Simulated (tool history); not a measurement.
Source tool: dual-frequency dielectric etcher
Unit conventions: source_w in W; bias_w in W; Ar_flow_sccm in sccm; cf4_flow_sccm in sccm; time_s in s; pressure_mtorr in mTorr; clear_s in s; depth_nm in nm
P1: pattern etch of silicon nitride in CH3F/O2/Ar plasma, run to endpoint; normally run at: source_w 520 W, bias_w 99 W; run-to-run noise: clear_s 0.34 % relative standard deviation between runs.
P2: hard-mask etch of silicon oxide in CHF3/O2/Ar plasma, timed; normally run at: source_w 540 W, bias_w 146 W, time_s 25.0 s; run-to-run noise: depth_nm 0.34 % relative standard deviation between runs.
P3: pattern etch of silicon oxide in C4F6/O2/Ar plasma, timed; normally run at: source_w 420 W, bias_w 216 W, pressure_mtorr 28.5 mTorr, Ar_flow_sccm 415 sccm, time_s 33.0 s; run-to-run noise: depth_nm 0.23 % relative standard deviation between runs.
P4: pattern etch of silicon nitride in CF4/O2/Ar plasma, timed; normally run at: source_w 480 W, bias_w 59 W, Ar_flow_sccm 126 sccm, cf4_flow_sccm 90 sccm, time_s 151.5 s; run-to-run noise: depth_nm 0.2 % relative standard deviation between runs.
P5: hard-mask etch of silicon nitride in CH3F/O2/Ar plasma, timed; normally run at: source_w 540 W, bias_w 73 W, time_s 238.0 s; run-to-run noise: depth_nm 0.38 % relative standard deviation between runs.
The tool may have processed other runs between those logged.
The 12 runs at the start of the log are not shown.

run   hour  process  source_w  bias_w  Ar_flow_sccm  cf4_flow_sccm  time_s  pressure_mtorr  hours since the last wet clean  hours since the last source power generator calibration  hours since the last bias power generator calibration  clear_s  depth_nm
 13  100.0       P1       520      99                                                                                204.2                                                    420.0                                                 2972.3   41.538
 14  108.8       P1       520      99                                                                                213.0                                                    428.8                                                 2981.1   41.552
 15  119.2       P1       520     117                                                                                223.4                                                    439.2                                                 2991.5   39.092
 16  127.2       P1       330      67                                                                                231.4                                                    447.2                                                 2999.5   56.549
 17  133.2       P3       420     216           497                   33.0            28.5                           237.4                                                    453.2                                                 3005.5            106.950
 18  140.4       P2       540     146                                 25.0                                           244.6                                                    460.4                                                 3012.7             44.429
 19  146.5       P1       660     126                                                                                250.7                                                    466.5                                                 3018.8   34.910
 20  156.9       P1       320      99                                                                                261.1                                                    476.9                                                 3029.2   49.815
 21  167.3       P3       420     216           415                   33.0            34.5                           271.5                                                    487.3                                                 3039.6            106.930
 22  172.3       P1       520      99                                                                                276.5                                                    492.3                                                 3044.6   41.666
 23  179.8       P5       660      73                                238.0                                           284.0                                                    499.8                                                 3052.1            208.150
 24  189.8       P3       300     216           415                   33.0            28.5                           294.0                                                    509.8                                                 3062.1             95.788
 25  197.8       P1       520      99                                                                                302.0                                                    517.8                                                 3070.1   41.701
 26  206.0       P3       420     216           415                   33.0            28.5                           310.2                                                    526.0                                                 3078.3            109.340
 27  215.0       P1       660      99                                                                                319.2                                                    535.0                                                 3087.3   37.885

Run 28 is up next; what results do you expect?
 28  223.7       P4       480      59           169             90   151.5                                           327.9                                                    543.7                                                 3096.0                  ?

Run 28 measured depth_nm 276.360 nm.
